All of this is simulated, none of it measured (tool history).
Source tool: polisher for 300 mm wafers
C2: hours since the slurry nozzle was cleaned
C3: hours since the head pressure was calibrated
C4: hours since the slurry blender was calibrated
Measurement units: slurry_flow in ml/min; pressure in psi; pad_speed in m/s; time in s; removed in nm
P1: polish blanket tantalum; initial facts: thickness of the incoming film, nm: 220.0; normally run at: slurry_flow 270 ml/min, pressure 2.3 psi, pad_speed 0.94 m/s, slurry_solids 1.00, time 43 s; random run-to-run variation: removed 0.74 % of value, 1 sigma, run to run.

run 1 hour=6.1 | slurry_flow=270 pressure=2.3 pad_speed=0.94 slurry_solids=1.00 time=43 | wafers_polished_on_this_pad=1067 C2=38.0 C3=314.1 C4=66.3 | removed=65.145
run 2 hour=15.9 | slurry_flow=270 pressure=2.3 pad_speed=0.58 slurry_solids=1.00 time=43 | wafers_polished_on_this_pad=1225 C2=47.8 C3=323.9 C4=76.1 | removed=40.308
run 3 hour=26.1 | slurry_flow=270 pressure=2.3 pad_speed=0.94 slurry_solids=1.00 time=43 | wafers_polished_on_this_pad=1390 C2=58.0 C3=334.1 C4=86.3 | removed=65.158
run 4 hour=34.3 | slurry_flow=350 pressure=1.7 pad_speed=0.94 slurry_solids=1.00 time=43 | wafers_polished_on_this_pad=1522 C2=66.2 C3=342.3 C4=94.5 | removed=49.494
run 5 hour=41.2 | slurry_flow=270 pressure=2.3 pad_speed=1.42 slurry_solids=1.00 time=43 | wafers_polished_on_this_pad=1633 C2=73.1 C3=349.2 C4=101.4 | removed=99.135
run 6 hour=53.8 | slurry_flow=270 pressure=2.3 pad_speed=0.94 slurry_solids=1.35 time=43 | wafers_polished_on_this_pad=1837 C2=85.7 C3=361.8 C4=114.0 | removed=70.724
run 7 hour=66.7 | slurry_flow=270 pressure=2.3 pad_speed=0.94 slurry_solids=1.00 time=67 | wafers_polished_on_this_pad=2045 C2=98.6 C3=374.7 C4=126.9 | removed=100.670
run 8 hour=80.5 | slurry_flow=270 pressure=2.3 pad_speed=0.94 slurry_solids=0.50 time=43 | wafers_polished_on_this_pad=2268 C2=112.4 C3=388.5 C4=140.7 | removed=51.428
run 9 hour=94.0 | slurry_flow=270 pressure=2.3 pad_speed=0.94 slurry_solids=1.00 time=43 | wafers_polished_on_this_pad=2485 C2=125.9 C3=402.0 C4=154.2 | removed=65.567
run 10 hour=101.8 | slurry_flow=270 pressure=1.2 pad_speed=0.94 slurry_solids=1.00 time=43 | wafers_polished_on_this_pad=2611 C2=133.7 C3=409.8 C4=162.0 | removed=34.742
run 11 hour=109.0 | slurry_flow=160 pressure=2.3 pad_speed=0.94 slurry_solids=1.00 time=43 | wafers_polished_on_this_pad=2727 C2=140.9 C3=417.0 C4=169.2 | removed=61.066
run 12 hour=116.1 | slurry_flow=270 pressure=3.4 pad_speed=1.36 slurry_solids=1.00 time=43 | wafers_polished_on_this_pad=2842 C2=148.0 C3=424.1 C4=176.3 | removed=140.160
run 13 hour=125.9 | slurry_flow=270 pressure=2.3 pad_speed=0.94 slurry_solids=1.00 time=43 | wafers_polished_on_this_pad=3000 C2=157.8 C3=433.9 C4=186.1 | removed=65.761
run 14 hour=139.2 | slurry_flow=270 pressure=2.3 pad_speed=0.94 slurry_solids=1.00 time=43 | wafers_polished_on_this_pad=3215 C2=171.1 C3=447.2 C4=199.4 | removed=65.792
run 15 hour=149.9 | slurry_flow=270 pressure=2.3 pad_speed=0.94 slurry_solids=1.00 time=43 | wafers_polished_on_this_pad=3387 C2=181.8 C3=457.9 C4=210.1 | removed=65.638
run 16 hour=161.1 | slurry_flow=395 pressure=2.3 pad_speed=0.94 slurry_solids=1.00 time=43 | wafers_polished_on_this_pad=3568 C2=193.0 C3=469.1 C4=221.3 | removed=66.849
run 17 hour=173.0 | slurry_flow=270 pressure=2.3 pad_speed=0.94 slurry_solids=1.00 time=43 | wafers_polished_on_this_pad=3760 C2=204.9 C3=481.0 C4=233.2 | removed=66.322
run 18 hour=186.4 | slurry_flow=270 pressure=2.3 pad_speed=0.94 slurry_solids=1.00 time=23 | wafers_polished_on_this_pad=3976 C2=218.3 C3=494.4 C4=246.6 | removed=34.939
run 19 hour=194.7 | slurry_flow=270 pressure=3.6 pad_speed=0.94 slurry_solids=1.00 time=43 | wafers_polished_on_this_pad=4110 C2=226.6 C3=502.7 C4=254.9 | removed=102.530
run 20 hour=208.1 | slurry_flow=355 pressure=3.3 pad_speed=0.94 slurry_solids=1.00 time=43 | wafers_polished_on_this_pad=4326 C2=240.0 C3=516.1 C4=268.3 | removed=96.609
run 21 hour=217.1 | slurry_flow=270 pressure=2.3 pad_speed=0.94 slurry_solids=1.00 time=43 | wafers_polished_on_this_pad=4472 C2=249.0 C3=525.1 C4=277.3 | removed=65.794
run 22 hour=229.6 | slurry_flow=270 pressure=2.3 pad_speed=0.94 slurry_solids=1.00 time=43 | wafers_polished_on_this_pad=4673 C2=261.5 C3=537.6 C4=289.8 | removed=63.937
run 23 hour=240.5 | slurry_flow=270 pressure=2.3 pad_speed=0.94 slurry_solids=1.00 time=43 | wafers_polished_on_this_pad=4849 C2=272.4 C3=548.5 C4=300.7 | removed=61.127
run 24 hour=253.6 | slurry_flow=270 pressure=2.3 pad_speed=0.94 slurry_solids=1.00 time=43 | wafers_polished_on_this_pad=5061 C2=285.5 C3=561.6 C4=313.8 | removed=59.891
-- hour=259.2 head pressure recalibrated
-- hour=260.4 slurry nozzle cleaned
run 25 hour=263.2 | slurry_flow=270 pressure=2.3 pad_speed=0.94 slurry_solids=1.00 time=43 | wafers_polished_on_this_pad=5216 C2=2.9 C3=4.1 C4=323.4 | removed=59.141
run 26 hour=272.8 | slurry_flow=270 pressure=2.3 pad_speed=0.94 slurry_solids=1.00 time=43 | wafers_polished_on_this_pad=5370 C2=12.5 C3=13.7 C4=333.0 | removed=60.236
run 27 hour=282.8 | slurry_flow=270 pressure=2.3 pad_speed=0.94 slurry_solids=1.00 time=43 | wafers_polished_on_this_pad=5532 C2=22.5 C3=23.7 C4=343.0 | removed=59.142
run 28 hour=289.6 | slurry_flow=270 pressure=2.3 pad_speed=0.94 slurry_solids=1.00 time=43 | wafers_polished_on_this_pad=5642 C2=29.3 C3=30.5 C4=349.8 | removed=58.231
run 29 hour=296.7 | slurry_flow=270 pressure=2.3 pad_speed=0.94 slurry_solids=1.00 time=43 | wafers_polished_on_this_pad=5756 C2=36.4 C3=37.6 C4=356.9 | removed=59.262
run 30 hour=303.5 | slurry_flow=270 pressure=2.3 pad_speed=0.94 slurry_solids=1.00 time=43 | wafers_polished_on_this_pad=5866 C2=43.2 C3=44.4 C4=363.7 | removed=58.950
run 31 hour=315.1 | slurry_flow=270 pressure=2.3 pad_speed=0.94 slurry_solids=1.00 time=43 | wafers_polished_on_this_pad=6053 C2=54.8 C3=56.0 C4=375.3 | removed=58.578

P1 has crept away from where it was. The log is fitted equally well by each of these 2 causes, at the sizes shown:
A: abrasive missing from the slurry, % = 28.7
B: removal rate lost through wear of the pad, % = 10.3
The creep began at about hour 217.1.
The rest of the possible causes, and what rules out each one:
slurry flow missing at the pad, %: serviced at hour 260.4, after the change had begun; the process did not return to its earlier output
head's pressure below its setpoint, %: serviced at hour 259.2, after the change had begun; the process did not return to its earlier output

Of the 4 check runs below, each run on 3 wafers with the results averaged and each result still a question mark, which one would tell the listed causes apart?
run check 1 hour=326.7 | slurry_flow=270 pressure=1.6 pad_speed=0.94 slurry_solids=1.00 time=43 | removed=?
run check 2 hour=326.7 | slurry_flow=270 pressure=3.4 pad_speed=0.94 slurry_solids=0.65 time=43 | removed=?
run check 3 hour=326.7 | slurry_flow=270 pressure=2.3 pad_speed=1.40 slurry_solids=1.00 time=26 | removed=?
run check 4 hour=326.7 | slurry_flow=160 pressure=1.5 pad_speed=0.94 slurry_solids=1.00 time=43 | removed=?

Outcome of each check run for each possible cause:
check=check_1 result=removed if_A=40.875 if_B=40.882
check=check_2 result=removed if_A=72.776 if_B=75.290
check=check_3 result=removed if_A=52.914 if_B=52.923
check=check_4 result=removed if_A=35.841 if_B=35.847
Distance between the nearest two causes, measured in the result of the check that separates them most: check 1 0.02 %; check 2 3.4 %; check 3 0.02 %; check 4 0.02 %
Only check 2 tells the causes apart: in the others they would give nearly the same result.

Check 2 was carried out, with these results: removed 72.578 nm. Which of the listed causes is responsible?

The correct cause is A, namely: abrasive missing from the slurry, %.
